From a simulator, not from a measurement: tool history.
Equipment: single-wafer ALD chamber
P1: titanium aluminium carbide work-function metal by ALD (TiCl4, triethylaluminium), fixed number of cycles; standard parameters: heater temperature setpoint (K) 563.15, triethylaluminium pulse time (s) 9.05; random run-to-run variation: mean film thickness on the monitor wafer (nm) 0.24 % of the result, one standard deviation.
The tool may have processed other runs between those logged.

run,hour,heater temperature setpoint (K),triethylaluminium pulse time (s),hours since the last thermocouple change,hours since the last triethylaluminium bottle change,mean film thickness on the monitor wafer (nm)
1,5.3,563.15,9.05,715.5,448.7,1.8561
2,14.5,563.15,14.28,724.7,457.9,1.9064
3,19.4,563.15,9.05,729.6,462.8,1.8447
4,28.1,588.15,9.05,738.3,471.5,2.0533
5,33.3,553.15,13.80,743.5,476.7,1.8326
6,38.5,543.15,9.05,748.7,481.9,1.6813
7,47.2,563.15,9.05,757.4,490.6,1.8453
8,53.6,551.15,11.84,763.8,497.0,1.8013
9,59.1,586.15,13.69,769.3,502.5,2.1178
10,66.3,563.15,9.05,776.5,509.7,1.8427
11,75.2,563.15,9.05,785.4,518.6,1.8440
12,82.0,563.15,3.64,792.2,525.4,1.3809
13,92.3,563.15,9.05,802.5,535.7,1.8478
14,98.3,563.15,9.05,808.5,541.7,1.8431
15,107.6,563.15,9.05,817.8,551.0,1.8343
16,116.2,563.15,9.05,826.4,559.6,1.8247
17,125.1,563.15,9.05,835.3,568.5,1.8190
18,130.5,563.15,9.05,840.7,573.9,1.8141
19,135.5,563.15,9.05,845.7,578.9,1.8137
20,146.0,563.15,9.05,856.2,589.4,1.8053
21,155.0,563.15,9.05,865.2,598.4,1.8097

Compared with where it was, what P1 gives has crept away. Each cause listed below fits the log as well as the rest, at the size given for it:
A: triethylaluminium dose below that of a fresh bottle (%) = 11.4
B: wafer temperature below the value expected at the setpoint (K) = 4.41
The onset of the drift is placed at about hour 98.3.

Below are 4 check runs, each on a single wafer, with their results shown as question marks. Which of them would tell the listed causes apart, meaning the causes would give clearly different results under it?
check 1,164.0,584.15,9.05,,,?
check 2,164.0,563.15,4.40,,,?
check 3,164.0,548.15,9.05,,,?
check 4,164.0,586.15,9.05,,,?

What every check run would give for each of its results, assuming each possible cause in turn:
check,result,if A,if B
check 1,mean film thickness on the monitor wafer (nm),1.9836,1.9862
check 2,mean film thickness on the monitor wafer (nm),1.4287,1.4788
check 3,mean film thickness on the monitor wafer (nm),1.6895,1.6875
check 4,mean film thickness on the monitor wafer (nm),2.0002,2.0031
Per check, the gap between the least separated pair of causes, taken in the result that splits them most: check 1 0.13 %; check 2 3.45 %; check 3 0.12 %; check 4 0.15 %
Check 2 tells the causes apart: in the others they would give nearly the same result.

Then check 2 was run and gave: mean film thickness on the monitor wafer (nm) 1.4273. Which cause is it?

It is A: triethylaluminium dose below that of a fresh bottle (%).
